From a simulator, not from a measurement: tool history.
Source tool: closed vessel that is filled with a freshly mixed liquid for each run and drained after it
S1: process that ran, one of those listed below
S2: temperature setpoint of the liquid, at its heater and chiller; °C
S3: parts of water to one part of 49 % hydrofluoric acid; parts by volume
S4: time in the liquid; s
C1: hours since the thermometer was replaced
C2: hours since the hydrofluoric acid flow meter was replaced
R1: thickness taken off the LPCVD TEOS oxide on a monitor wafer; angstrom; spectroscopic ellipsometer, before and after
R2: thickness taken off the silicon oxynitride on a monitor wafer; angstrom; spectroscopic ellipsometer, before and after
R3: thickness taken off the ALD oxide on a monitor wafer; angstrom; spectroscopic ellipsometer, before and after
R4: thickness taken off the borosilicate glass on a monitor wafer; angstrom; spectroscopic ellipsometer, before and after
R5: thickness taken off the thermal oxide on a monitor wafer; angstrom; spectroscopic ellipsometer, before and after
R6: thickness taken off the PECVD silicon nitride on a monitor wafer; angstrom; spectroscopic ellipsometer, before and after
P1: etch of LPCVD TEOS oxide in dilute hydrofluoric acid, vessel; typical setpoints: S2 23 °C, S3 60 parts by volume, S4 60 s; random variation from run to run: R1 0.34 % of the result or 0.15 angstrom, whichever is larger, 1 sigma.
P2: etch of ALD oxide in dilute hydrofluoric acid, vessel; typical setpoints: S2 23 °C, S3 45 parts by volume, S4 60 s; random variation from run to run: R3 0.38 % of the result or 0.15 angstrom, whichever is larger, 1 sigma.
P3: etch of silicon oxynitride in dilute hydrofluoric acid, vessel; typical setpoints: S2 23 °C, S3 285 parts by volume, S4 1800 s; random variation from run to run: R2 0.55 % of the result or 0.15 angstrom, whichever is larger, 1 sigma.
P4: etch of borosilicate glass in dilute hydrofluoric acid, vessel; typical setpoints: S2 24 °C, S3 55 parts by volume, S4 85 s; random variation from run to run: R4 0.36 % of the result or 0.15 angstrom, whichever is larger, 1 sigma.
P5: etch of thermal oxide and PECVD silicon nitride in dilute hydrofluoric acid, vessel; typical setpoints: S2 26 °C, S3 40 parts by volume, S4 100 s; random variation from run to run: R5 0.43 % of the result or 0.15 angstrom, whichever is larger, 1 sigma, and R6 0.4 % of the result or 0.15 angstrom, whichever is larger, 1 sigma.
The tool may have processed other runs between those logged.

run 1 hour=15.1 | S1=P1 S2=23 S3=60 S4=60 | C1=754.3 C2=1103.6 | R1=206.92
run 2 hour=32.1 | S1=P3 S2=17 S3=285 S4=1800 | C1=771.3 C2=1120.6 | R2=101.73
run 3 hour=46.8 | S1=P2 S2=23 S3=20 S4=60 | C1=786 C2=1135.3 | R3=595.13
run 4 hour=64 | S1=P1 S2=23 S3=60 S4=90 | C1=803.2 C2=1152.5 | R1=307.23
run 5 hour=76.6 | S1=P3 S2=23 S3=285 S4=960 | C1=815.8 C2=1165.1 | R2=71.189
run 6 hour=93.6 | S1=P2 S2=23 S3=45 S4=60 | C1=832.8 C2=1182.1 | R3=255.51
run 7 hour=112.8 | S1=P1 S2=23 S3=60 S4=60 | C1=852 C2=1201.3 | R1=206.13
run 8 hour=129.5 | S1=P4 S2=24 S3=55 S4=135 | C1=868.7 C2=1218 | R4=435.71
run 9 hour=145.4 | S1=P2 S2=23 S3=45 S4=100 | C1=884.6 C2=1233.9 | R3=426.24
run 10 hour=161.9 | S1=P4 S2=17 S3=55 S4=85 | C1=901.1 C2=1250.4 | R4=203.33
run 11 hour=178.5 | S1=P1 S2=23 S3=60 S4=30 | C1=917.7 C2=1267 | R1=102.65
run 12 hour=193.7 | S1=P3 S2=23 S3=285 S4=1800 | C1=932.9 C2=1282.2 | R2=134.42
run 13 hour=207.3 | S1=P1 S2=17 S3=60 S4=60 | C1=946.5 C2=1295.8 | R1=159.4
run 14 hour=222.6 | S1=P4 S2=24 S3=55 S4=85 | C1=961.8 C2=1311.1 | R4=275.33
run 15 hour=237.8 | S1=P1 S2=23 S3=60 S4=60 | C1=977 C2=1326.3 | R1=205.32
run 16 hour=248.9 | S1=P5 S2=34 S3=40 S4=100 | C1=988.1 C2=1337.4 | R5=187.01 R6=105.38
run 17 hour=260.5 | S1=P1 S2=23 S3=60 S4=60 | C1=999.7 C2=1349 | R1=205.8
run 18 hour=275.1 | S1=P1 S2=23 S3=60 S4=60 | C1=1014.3 C2=1363.6 | R1=206.42
run 19 hour=293.2 | S1=P5 S2=26 S3=40 S4=185 | C1=1032.4 C2=1381.7 | R5=252.13 R6=114.16
run 20 hour=303 | S1=P2 S2=17 S3=45 S4=60 | C1=1042.2 C2=1391.5 | R3=198.7
run 21 hour=315.2 | S1=P1 S2=23 S3=85 S4=30 | C1=1054.4 C2=1403.7 | R1=70.754
run 22 hour=330.8 | S1=P1 S2=26.5 S3=60 S4=60 | C1=1070 C2=1419.3 | R1=237.74
run 23 hour=350.1 | S1=P1 S2=23 S3=100 S4=60 | C1=1089.3 C2=1438.6 | R1=116.59
run 24 hour=365.3 | S1=P1 S2=17 S3=80 S4=60 | C1=1104.5 C2=1453.8 | R1=116.55
run 25 hour=383.9 | S1=P5 S2=26 S3=65 S4=100 | C1=1123.1 C2=1472.4 | R5=80.618 R6=38.456
run 26 hour=399.3 | S1=P3 S2=23 S3=485 S4=1800 | C1=1138.5 C2=1487.8 | R2=68.753
run 27 hour=417.9 | S1=P1 S2=23 S3=30 S4=60 | C1=1157.1 C2=1506.4 | R1=424.07
run 28 hour=432.7 | S1=P4 S2=24 S3=25 S4=85 | C1=1171.9 C2=1521.2 | R4=631.57
run 29 hour=446.7 | S1=P4 S2=24 S3=55 S4=85 | C1=1185.9 C2=1535.2 | R4=272.76
run 30 hour=463.8 | S1=P2 S2=23 S3=45 S4=60 | C1=1203 C2=1552.3 | R3=256.29
run 31 hour=481.4 | S1=P1 S2=28 S3=60 S4=85 | C1=1220.6 C2=1569.9 | R1=357
run 32 hour=490.7 | S1=P5 S2=26 S3=40 S4=100 | C1=1229.9 C2=1579.2 | R5=137.81 R6=62
run 33 hour=508 | S1=P1 S2=23 S3=60 S4=60 | C1=1247.2 C2=1596.5 | R1=207.64
run 34 hour=516.7 | S1=P1 S2=23 S3=60 S4=60 | C1=1255.9 C2=1605.2 | R1=200.22
run 35 hour=535.3 | S1=P1 S2=23 S3=60 S4=60 | C1=1274.5 C2=1623.8 | R1=191.69
run 36 hour=553.8 | S1=P1 S2=23 S3=60 S4=60 | C1=1293 C2=1642.3 | R1=187.81
run 37 hour=563.6 | S1=P1 S2=23 S3=60 S4=60 | C1=1302.8 C2=1652.1 | R1=187.45
run 38 hour=582.3 | S1=P1 S2=23 S3=60 S4=60 | C1=1321.5 C2=1670.8 | R1=186.19

For run 39, what comes out?
run 39 hour=598.4 | S1=P1 S2=23 S3=60 S4=60 | C1=1337.6 C2=1686.9 | R1=?

R1: 184.23 angstrom
